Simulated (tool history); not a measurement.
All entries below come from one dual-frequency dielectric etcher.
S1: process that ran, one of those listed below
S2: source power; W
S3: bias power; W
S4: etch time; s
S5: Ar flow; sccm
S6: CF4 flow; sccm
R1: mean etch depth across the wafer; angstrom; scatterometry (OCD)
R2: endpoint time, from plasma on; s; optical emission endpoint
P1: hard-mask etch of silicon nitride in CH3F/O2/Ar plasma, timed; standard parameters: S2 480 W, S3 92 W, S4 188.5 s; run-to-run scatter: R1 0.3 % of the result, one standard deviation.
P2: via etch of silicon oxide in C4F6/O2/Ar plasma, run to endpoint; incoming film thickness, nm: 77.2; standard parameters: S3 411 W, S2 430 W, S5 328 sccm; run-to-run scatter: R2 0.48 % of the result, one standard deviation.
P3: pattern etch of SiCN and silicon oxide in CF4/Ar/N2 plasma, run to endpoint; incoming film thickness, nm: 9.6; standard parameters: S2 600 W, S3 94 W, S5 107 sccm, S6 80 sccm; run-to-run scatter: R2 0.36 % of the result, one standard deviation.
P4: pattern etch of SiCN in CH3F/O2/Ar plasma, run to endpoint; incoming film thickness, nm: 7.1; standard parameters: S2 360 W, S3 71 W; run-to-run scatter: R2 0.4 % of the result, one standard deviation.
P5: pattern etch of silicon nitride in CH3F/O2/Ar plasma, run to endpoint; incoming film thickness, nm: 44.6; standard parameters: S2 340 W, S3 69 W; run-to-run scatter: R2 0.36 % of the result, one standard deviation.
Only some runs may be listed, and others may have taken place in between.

run,hour,S1,S2,S3,S4,S5,S6,R1,R2
1,3.7,P1,480,92,188.5,,,1557.4,
2,8,P1,480,60,266,,,1888.7,
3,10.6,P2,340,411,,328,,,19.077
4,13.3,P5,220,69,,,,,81.104
5,19,P5,340,69,,,,,69.244
6,23.1,P2,430,411,,328,,,17.534
7,28.4,P3,810,94,,107,80,,6.0253
8,32.4,P1,480,123,188.5,,,1716.7,
9,37.5,P3,600,68,,107,80,,8.7109
10,41.2,P3,600,94,,107,80,,7.7651
11,46.6,P1,640,92,188.5,,,1713.5,
12,51.7,P1,480,58,188.5,,,1318.5,
13,54.4,P1,340,92,188.5,,,1362.8,
14,58.5,P4,360,71,,,,,19.257
15,64.2,P2,430,502,,328,,,16.211
16,68.6,P1,480,92,188.5,,,1542.6,
17,73.3,P3,600,94,,75,80,,7.4727
18,77.6,P3,600,94,,107,80,,7.8373
19,80.6,P1,480,92,188.5,,,1547.4,
20,83.8,P3,600,94,,107,104,,7.6026
21,86.3,P1,480,92,188.5,,,1555,
22,90,P2,430,411,,247,,,16.922
23,94.3,P4,280,71,,,,,21.123
24,98.4,P4,360,52,,,,,21.278
25,102.1,P1,480,92,135,,,1106,
26,105.3,P5,340,82,,,,,65.242
27,110.3,P1,480,92,247,,,2030.7,
28,116.1,P2,430,411,,328,,,17.558
29,120,P1,480,92,188.5,,,1556.1,
30,123.3,P1,480,92,188.5,,,1554.2,
31,128.8,P1,480,92,188.5,,,1565.4,
32,132.8,P1,480,92,188.5,,,1562.8,
33,136.3,P1,480,92,188.5,,,1567.8,
34,140.2,P1,480,92,188.5,,,1571.9,
35,143.3,P1,480,92,188.5,,,1561.4,
36,145.9,P1,480,92,188.5,,,1570.1,
37,150.2,P1,480,92,188.5,,,1576.3,
# hour 151.1: wet clean of the chamber
38,153.9,P1,480,92,188.5,,,1578.7,
39,158.9,P1,480,92,188.5,,,1563.4,
40,163.2,P1,480,92,188.5,,,1571.8,

The output of P1 has drifted from where it used to be. Each of the 2 causes below, taken at the size shown beside it, accounts for the log equally well:
A: source power that arrives over what is set, % = 4.46
B: bias power that arrives over what is set, % = 4.68
The process output started creeping at around hour 120.
Every other cause this tool's parts could produce, and why it does not fit the log:
chamber walls in a state that raises the etch rate, %: serviced at hour 151.1, after the change had begun; the process did not return to its earlier output

The 4 check runs listed below each average the results of 2 wafers, and their outcomes are marked with question marks. Under which run would the listed causes produce clearly different results?
check 1,167.5,P2,430,411,,277,,,?
check 2,167.5,P5,280,69,,,,,?
check 3,167.5,P3,690,94,,78,80,,?
check 4,167.5,P4,290,59,,,,,?

Outcome of each check run for each possible cause:
check,result,if A,if B
check 1,R2,16.882,16.876
check 2,R2,73.197,73.23
check 3,R2,6.3744,6.5264
check 4,R2,21.859,21.871
Per-check spread between the two closest causes, in the result where they differ most: check 1 0.03 %; check 2 0.04 %; check 3 2.36 %; check 4 0.06 %
Only check 3 tells the causes apart: in the others they would give nearly the same result.

With check 3 done, the readings were: R2 6.3622 s. Identify which of the listed causes applies.

The cause is A: source power that arrives over what is set, %.
